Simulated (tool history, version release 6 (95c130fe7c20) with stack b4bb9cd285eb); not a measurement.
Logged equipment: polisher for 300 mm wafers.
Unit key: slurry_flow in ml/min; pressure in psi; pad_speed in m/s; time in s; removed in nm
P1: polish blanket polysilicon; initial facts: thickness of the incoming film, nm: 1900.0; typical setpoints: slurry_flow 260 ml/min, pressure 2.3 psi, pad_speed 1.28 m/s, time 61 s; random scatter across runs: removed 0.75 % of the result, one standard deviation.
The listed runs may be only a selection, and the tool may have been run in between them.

run   hour  slurry_flow  pressure  pad_speed  time  removed
  1    7.9          260       2.3       1.28    61   545.11
  2   18.2          260       1.1       1.28    61   256.77
  3   28.5          260       2.3       1.28    61   540.56
  4   44.6          260       2.3       1.28    61   536.42
      46.9  -- slurry nozzle cleaned
  5   52.2          155       2.3       1.28    61   505.62
  6   61.7          260       2.3       1.28    38   335.52
  7   69.8          260       3.4       1.28    61   796.75
  8   77.7          355       2.3       1.28    61   557.36
  9     92          260       2.3       2.02    61   853.72
 10  107.5          260       2.3       1.28    61   547.08
 11  119.9          260       2.3       0.66    61   278.03
 12  135.4          260       2.3       1.28    92   804.79
 13    147          260       2.3       1.28    61   535.36
 14    159          385       2.3       1.58    61   691.11
 15  173.2          260       2.3       1.28    61    541.9
 16  180.5          260       2.3       1.28    61   525.62
 17  193.5          260       2.3       1.28    61   519.65
     202.1  -- head pressure recalibrated
 18  203.9          260       2.3       1.28    61   508.57
 19  215.4          260       2.3       1.28    61    508.1
 20    223          260       2.3       1.28    61   504.82
 21  230.1          260       2.3       1.28    61   505.42
 22  238.7          260       2.3       1.28    61   501.71
 23  250.9          260       2.3       1.28    61   515.12

The output of P1 has drifted from where it used to be. Each of the 2 causes below, taken at the size shown beside it, accounts for the log equally well:
A: removal rate lost through wear of the pad, % = 6.28
B: slurry flow missing at the pad, % = 39.1
Creep in the process output first set in at about hour 173.2.
Excluded causes, each with its reason:
head's pressure below its setpoint, %: serviced after onset, at hour 202.1, with no recovery of the prior output

Which of the check runs below tells the causes apart, meaning the causes would give it clearly different results? Each run uses 2 wafers whose results are averaged, and each result is shown as a question mark.
check 1  263.1          260       3.3       1.74    61        ?
check 2  263.1          260       2.3       1.98    61        ?
check 3  263.1          260       1.2       1.28    82        ?
check 4  263.1          155       3.1       1.28    61        ?

Outcome of each check run for each possible cause:
  check   result    if A    if B
check 1  removed  983.64  983.59
check 2  removed  780.13  780.09
check 3  removed  353.71  353.69
check 4  removed  634.78  610.02
Minimum pairwise separation of causes per check, each pair taken at its best-separating result: check 1 0.01 %; check 2 0.01 %; check 3 0.01 %; check 4 3.98 %
Of the check runs offered, only check 4 discriminates between the causes; the rest would read about the same regardless of which cause applies.

With check 4 done, the readings were: removed 609.58 nm. Identify which of the listed causes applies.

It was cause B: slurry flow missing at the pad, %.

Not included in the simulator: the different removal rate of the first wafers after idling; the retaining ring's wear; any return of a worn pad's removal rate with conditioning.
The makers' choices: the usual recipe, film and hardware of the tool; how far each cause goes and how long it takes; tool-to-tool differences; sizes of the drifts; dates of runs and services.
